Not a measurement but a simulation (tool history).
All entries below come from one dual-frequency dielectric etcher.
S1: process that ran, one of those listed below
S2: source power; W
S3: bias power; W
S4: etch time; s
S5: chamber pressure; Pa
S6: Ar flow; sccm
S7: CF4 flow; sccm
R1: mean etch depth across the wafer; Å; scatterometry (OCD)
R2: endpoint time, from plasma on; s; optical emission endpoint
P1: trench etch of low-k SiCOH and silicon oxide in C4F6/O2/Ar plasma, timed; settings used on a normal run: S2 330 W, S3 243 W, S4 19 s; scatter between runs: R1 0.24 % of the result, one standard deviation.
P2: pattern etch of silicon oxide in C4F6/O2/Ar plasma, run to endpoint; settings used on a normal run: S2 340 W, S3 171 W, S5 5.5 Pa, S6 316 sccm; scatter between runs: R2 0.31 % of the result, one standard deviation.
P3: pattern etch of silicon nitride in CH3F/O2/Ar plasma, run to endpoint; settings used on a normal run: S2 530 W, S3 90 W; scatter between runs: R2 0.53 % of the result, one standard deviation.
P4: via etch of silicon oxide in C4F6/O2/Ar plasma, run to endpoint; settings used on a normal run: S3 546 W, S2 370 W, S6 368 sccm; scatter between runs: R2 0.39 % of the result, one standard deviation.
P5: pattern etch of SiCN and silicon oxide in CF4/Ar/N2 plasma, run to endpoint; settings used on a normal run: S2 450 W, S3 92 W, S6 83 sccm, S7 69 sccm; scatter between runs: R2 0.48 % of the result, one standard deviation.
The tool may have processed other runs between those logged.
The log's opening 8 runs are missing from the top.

| run | hour | S1 | S2 | S3 | S4 | S5 | S6 | S7 | R1 | R2 |
|---|---|---|---|---|---|---|---|---|---|---|
| 9 | 38.4 | P2 | 340 | 171 |  | 5.5 | 200 |  |  | 12 |
| 10 | 43.4 | P3 | 530 | 90 |  |  |  |  |  | 44.959 |
| 11 | 49.4 | P2 | 340 | 107 |  | 5.5 | 316 |  |  | 14.557 |
| 12 | 53.3 | P3 | 530 | 64 |  |  |  |  |  | 50.858 |
| 13 | 58.9 | P3 | 360 | 90 |  |  |  |  |  | 51.888 |
| 14 | 63.2 | P1 | 330 | 243 | 19 |  |  |  | 576.99 |  |
| 15 | 68.8 | P1 | 220 | 243 | 19 |  |  |  | 494.22 |  |
| 16 | 74.2 | P5 | 450 | 92 |  |  | 109 | 69 |  | 14.61 |
| 17 | 77.2 | P1 | 330 | 243 | 24.5 |  |  |  | 746.78 |  |
| 18 | 82.2 | P4 | 370 | 546 |  |  | 368 |  |  | 27.969 |
| 19 | 86.3 | P1 | 430 | 243 | 19 |  |  |  | 635.68 |  |
| 20 | 91.3 | P1 | 330 | 243 | 19 |  |  |  | 575.32 |  |
| 21 | 97.5 | P4 | 240 | 546 |  |  | 368 |  |  | 32.615 |
| 22 | 103.4 | P1 | 330 | 243 | 19 |  |  |  | 575.93 |  |
| 23 | 106.7 | P1 | 330 | 162 | 19 |  |  |  | 504.67 |  |
| 24 | 110.5 | P5 | 450 | 92 |  |  | 83 | 69 |  | 14.202 |
| 25 | 113.2 | P5 | 450 | 92 |  |  | 83 | 52 |  | 14.775 |
| 26 | 116.5 | P5 | 590 | 92 |  |  | 83 | 69 |  | 11.142 |
| 27 | 120 | P1 | 330 | 243 | 12.5 |  |  |  | 377.13 |  |
| 28 | 124.4 | P2 | 420 | 171 |  | 5.5 | 316 |  |  | 11.652 |
| 29 | 130.2 | P1 | 330 | 243 | 19 |  |  |  | 573.96 |  |
| 30 | 136.1 | P4 | 370 | 546 |  |  | 457 |  |  | 28.661 |
| 31 | 140.9 | P2 | 340 | 171 |  | 5.5 | 316 |  |  | 12.597 |
| 32 | 143.9 | P1 | 330 | 243 | 19 |  |  |  | 575.12 |  |
| 33 | 147.9 | P1 | 330 | 243 | 19 |  |  |  | 578.64 |  |

Expected results for the next run?
| 34 | 153.8 | P1 | 330 | 243 | 19 |  |  |  | ? |  |

{"run 34": {"R1": 582.58}}
